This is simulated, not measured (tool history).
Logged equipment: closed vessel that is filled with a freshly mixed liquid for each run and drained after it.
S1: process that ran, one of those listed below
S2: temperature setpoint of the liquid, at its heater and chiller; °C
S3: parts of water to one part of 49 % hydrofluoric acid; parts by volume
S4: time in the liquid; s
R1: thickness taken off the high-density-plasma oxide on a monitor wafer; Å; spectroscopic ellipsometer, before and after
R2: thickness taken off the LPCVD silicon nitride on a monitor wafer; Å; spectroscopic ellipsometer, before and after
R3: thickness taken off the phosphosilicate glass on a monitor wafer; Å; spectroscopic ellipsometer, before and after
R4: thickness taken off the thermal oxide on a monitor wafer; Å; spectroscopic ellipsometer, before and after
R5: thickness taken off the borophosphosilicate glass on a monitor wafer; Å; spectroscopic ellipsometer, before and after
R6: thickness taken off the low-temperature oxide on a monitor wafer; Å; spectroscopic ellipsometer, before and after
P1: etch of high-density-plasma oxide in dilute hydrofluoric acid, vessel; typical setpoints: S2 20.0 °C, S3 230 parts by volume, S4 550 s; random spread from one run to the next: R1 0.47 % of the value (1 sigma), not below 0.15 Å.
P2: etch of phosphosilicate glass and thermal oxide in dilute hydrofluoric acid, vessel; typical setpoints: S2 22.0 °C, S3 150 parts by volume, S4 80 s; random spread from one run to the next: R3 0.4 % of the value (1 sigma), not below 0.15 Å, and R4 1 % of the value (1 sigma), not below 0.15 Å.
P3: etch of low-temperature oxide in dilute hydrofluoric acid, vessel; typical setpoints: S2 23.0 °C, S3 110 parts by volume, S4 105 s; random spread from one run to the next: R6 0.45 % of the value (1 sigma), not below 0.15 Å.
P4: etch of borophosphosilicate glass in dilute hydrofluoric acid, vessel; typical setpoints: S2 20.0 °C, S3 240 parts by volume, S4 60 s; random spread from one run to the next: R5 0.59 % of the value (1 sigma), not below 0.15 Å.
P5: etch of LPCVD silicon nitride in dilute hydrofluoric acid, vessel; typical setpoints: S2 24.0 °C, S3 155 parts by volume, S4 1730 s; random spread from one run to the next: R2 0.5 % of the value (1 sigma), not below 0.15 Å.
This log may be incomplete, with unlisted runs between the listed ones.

run	hour	S1	S2	S3	S4	R1	R2	R3	R4	R5	R6
1	8.0	P1	20.0	230	550	92.144					
2	18.5	P1	20.0	230	125	20.666					
3	26.5	P5	24.0	155	3135		110.920				
4	36.7	P2	22.0	150	80			469.35	21.3710		
5	45.4	P4	20.0	240	110					88.658	
6	51.9	P5	24.0	155	1730		60.482				
7	59.6	P5	24.0	220	1730		43.441				
8	64.5	P1	20.0	230	1075	180.300					
9	70.4	P1	17.0	230	840	125.690					
10	79.5	P1	24.0	230	935	181.960					
11	89.7	P2	22.0	150	30			176.70	8.1514		
12	95.0	P1	20.0	40	550	651.060					
13	102.9	P2	26.5	150	80			558.11	25.5600		
14	113.8	P3	18.5	110	105						145.21
15	122.1	P1	20.0	230	550	92.318					
16	128.8	P3	23.0	110	195						328.18
17	137.3	P2	22.0	270	80			230.05	10.6290		
18	144.4	P1	20.0	230	550	92.478					
19	154.7	P1	24.0	230	550	107.370					
20	161.9	P4	17.0	240	60					42.440	
21	170.1	P1	17.0	230	550	81.500					
22	176.5	P4	20.0	240	60					47.837	
23	187.2	P4	20.0	350	60					29.290	
24	194.4	P1	17.0	230	165	24.365					
25	202.3	P1	20.0	230	550	92.061					
26	209.8	P3	23.0	110	105						173.55
27	217.3	P3	23.0	170	105						106.23
28	227.0	P1	20.0	370	550	50.861					
# hour 229.4: thermometer replaced
29	236.6	P3	23.0	110	105						176.28
30	244.7	P4	20.0	240	60					47.556	
31	254.2	P2	22.0	150	80			467.60	21.4360		
32	261.3	P5	31.5	155	1730		97.040				
33	266.1	P5	24.0	155	1730		60.856				
34	275.6	P1	20.0	230	550	91.833					
35	282.4	P1	20.0	230	550	92.220					
36	292.6	P1	20.0	230	550	96.894					
37	300.3	P1	20.0	230	550	97.802					
38	309.2	P1	20.0	230	550	99.301					
39	315.7	P1	20.0	230	550	99.229					
40	324.6	P1	20.0	230	550	100.210					
41	331.4	P1	20.0	230	550	100.440					
42	341.7	P1	20.0	230	550	100.710					

P1 has crept away from where it was. The log is fitted equally well by each of these 2 causes, at the sizes shown:
A: liquid hotter than its thermometer reads (K) = 2.36
B: hydrofluoric acid flow above the setpoint (%) = 7.53
The process output started creeping at around hour 282.4.

Consider the 4 single-wafer check runs listed below, results given as question marks: which one distinguishes between the causes by giving clearly different results for each?
check 1	352.0	P3	19.0	165	105						?
check 2	352.0	P2	22.0	250	30			?	?		
check 3	352.0	P4	20.0	340	90					?	
check 4	352.0	P5	24.0	205	1730		?				

What each check would give under each cause:
check	result	if A	if B
check 1	R6	102.62	101.73
check 2	R3	103.52	103.99
check 2	R4	4.7335	4.7551
check 3	R5	50.272	50.792
check 4	R2	53.435	49.551
Distance between the nearest two causes, measured in the result of the check that separates them most: check 1 0.87 %; check 2 0.45 %; check 3 1.03 %; check 4 7.54 %
Only check 4 tells the causes apart: in the others they would give nearly the same result.

With check 4 done, the readings were: R2 53.446 Å. Identify which of the listed causes applies.

The cause is A: liquid hotter than its thermometer reads (K).
